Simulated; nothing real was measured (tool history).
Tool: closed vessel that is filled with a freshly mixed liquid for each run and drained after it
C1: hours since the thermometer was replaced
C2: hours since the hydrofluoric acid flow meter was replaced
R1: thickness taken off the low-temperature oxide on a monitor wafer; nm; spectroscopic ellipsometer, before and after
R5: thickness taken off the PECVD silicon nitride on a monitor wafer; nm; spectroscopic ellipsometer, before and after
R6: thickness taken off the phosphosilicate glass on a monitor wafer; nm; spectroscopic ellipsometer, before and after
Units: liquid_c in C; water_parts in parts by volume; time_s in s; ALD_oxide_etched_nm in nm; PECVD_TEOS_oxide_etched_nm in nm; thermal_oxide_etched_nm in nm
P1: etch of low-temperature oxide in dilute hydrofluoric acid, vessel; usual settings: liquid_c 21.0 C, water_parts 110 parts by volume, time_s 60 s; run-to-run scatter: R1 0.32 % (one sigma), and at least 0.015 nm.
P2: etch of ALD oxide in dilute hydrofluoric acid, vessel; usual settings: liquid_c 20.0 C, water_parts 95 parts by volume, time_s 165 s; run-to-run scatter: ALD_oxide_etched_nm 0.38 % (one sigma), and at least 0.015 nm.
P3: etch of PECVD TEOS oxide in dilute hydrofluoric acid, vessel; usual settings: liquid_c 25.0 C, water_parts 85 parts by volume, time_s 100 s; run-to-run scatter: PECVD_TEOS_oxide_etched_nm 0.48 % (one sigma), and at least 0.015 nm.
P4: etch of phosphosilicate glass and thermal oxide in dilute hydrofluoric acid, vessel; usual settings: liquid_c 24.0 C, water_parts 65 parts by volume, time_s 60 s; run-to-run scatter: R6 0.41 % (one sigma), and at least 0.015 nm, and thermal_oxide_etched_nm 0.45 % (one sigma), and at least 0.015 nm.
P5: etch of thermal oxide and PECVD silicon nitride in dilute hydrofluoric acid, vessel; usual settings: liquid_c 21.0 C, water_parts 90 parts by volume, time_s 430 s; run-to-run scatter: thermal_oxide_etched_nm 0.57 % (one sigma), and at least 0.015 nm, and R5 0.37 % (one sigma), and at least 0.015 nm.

{"run": 1, "hour": 4.0, "process": "P1", "liquid_c": 21.0, "water_parts": 110, "time_s": 60, "C1": 375.8, "C2": 327.7, "R1": 16.796}
{"run": 2, "hour": 6.4, "process": "P1", "liquid_c": 21.0, "water_parts": 110, "time_s": 60, "C1": 378.2, "C2": 330.1, "R1": 16.949}
{"run": 3, "hour": 10.9, "process": "P2", "liquid_c": 20.0, "water_parts": 95, "time_s": 30, "C1": 382.7, "C2": 334.6, "ALD_oxide_etched_nm": 2.6782}
{"run": 4, "hour": 15.4, "process": "P1", "liquid_c": 25.5, "water_parts": 110, "time_s": 60, "C1": 387.2, "C2": 339.1, "R1": 20.132}
{"run": 5, "hour": 18.5, "process": "P3", "liquid_c": 25.0, "water_parts": 85, "time_s": 100, "C1": 390.3, "C2": 342.2, "PECVD_TEOS_oxide_etched_nm": 10.633}
{"run": 6, "hour": 23.1, "process": "P1", "liquid_c": 17.0, "water_parts": 110, "time_s": 60, "C1": 394.9, "C2": 346.8, "R1": 14.247}
{"run": 7, "hour": 27.8, "process": "P5", "liquid_c": 21.0, "water_parts": 90, "time_s": 815, "C1": 399.6, "C2": 351.5, "thermal_oxide_etched_nm": 40.497, "R5": 27.175}
{"run": 8, "hour": 30.4, "process": "P5", "liquid_c": 21.0, "water_parts": 90, "time_s": 430, "C1": 402.2, "C2": 354.1, "thermal_oxide_etched_nm": 21.406, "R5": 14.297}
{"run": 9, "hour": 32.7, "process": "P5", "liquid_c": 21.0, "water_parts": 145, "time_s": 430, "C1": 404.5, "C2": 356.4, "thermal_oxide_etched_nm": 12.461, "R5": 8.9568}
{"run": 10, "hour": 35.2, "process": "P2", "liquid_c": 20.0, "water_parts": 95, "time_s": 165, "C1": 407.0, "C2": 358.9, "ALD_oxide_etched_nm": 14.585}
{"run": 11, "hour": 38.7, "process": "P2", "liquid_c": 20.0, "water_parts": 150, "time_s": 165, "C1": 410.5, "C2": 362.4, "ALD_oxide_etched_nm": 8.7389}
{"run": 12, "hour": 43.5, "process": "P3", "liquid_c": 25.0, "water_parts": 85, "time_s": 155, "C1": 415.3, "C2": 367.2, "PECVD_TEOS_oxide_etched_nm": 16.501}
{"run": 13, "hour": 48.6, "process": "P1", "liquid_c": 21.0, "water_parts": 110, "time_s": 60, "C1": 420.4, "C2": 372.3, "R1": 16.827}
{"run": 14, "hour": 51.3, "process": "P1", "liquid_c": 21.0, "water_parts": 50, "time_s": 60, "C1": 423.1, "C2": 375.0, "R1": 39.81}
{"run": 15, "hour": 54.7, "process": "P1", "liquid_c": 21.0, "water_parts": 150, "time_s": 60, "C1": 426.5, "C2": 378.4, "R1": 11.814}
{"run": 16, "hour": 58.1, "process": "P4", "liquid_c": 24.0, "water_parts": 65, "time_s": 60, "C1": 429.9, "C2": 381.8, "thermal_oxide_etched_nm": 4.5099, "R6": 68.095}
{"run": 17, "hour": 62.8, "process": "P1", "liquid_c": 21.0, "water_parts": 110, "time_s": 115, "C1": 434.6, "C2": 386.5, "R1": 32.256}
{"run": 18, "hour": 66.6, "process": "P2", "liquid_c": 20.0, "water_parts": 95, "time_s": 165, "C1": 438.4, "C2": 390.3, "ALD_oxide_etched_nm": 14.484}
{"run": 19, "hour": 69.8, "process": "P4", "liquid_c": 24.0, "water_parts": 20, "time_s": 60, "C1": 441.6, "C2": 393.5, "thermal_oxide_etched_nm": 15.655, "R6": 233.19}
{"run": 20, "hour": 74.2, "process": "P5", "liquid_c": 21.0, "water_parts": 90, "time_s": 430, "C1": 446.0, "C2": 397.9, "thermal_oxide_etched_nm": 21.514, "R5": 14.346}
{"run": 21, "hour": 77.3, "process": "P3", "liquid_c": 19.0, "water_parts": 85, "time_s": 100, "C1": 449.1, "C2": 401.0, "PECVD_TEOS_oxide_etched_nm": 8.3461}

The next listed run, before its measurement:
{"run": 22, "hour": 82.0, "process": "P1", "liquid_c": 21.0, "water_parts": 110, "time_s": 60, "C1": 453.8, "C2": 405.7, "R1": "?"}

{"run 22": {"R1": 16.763}}
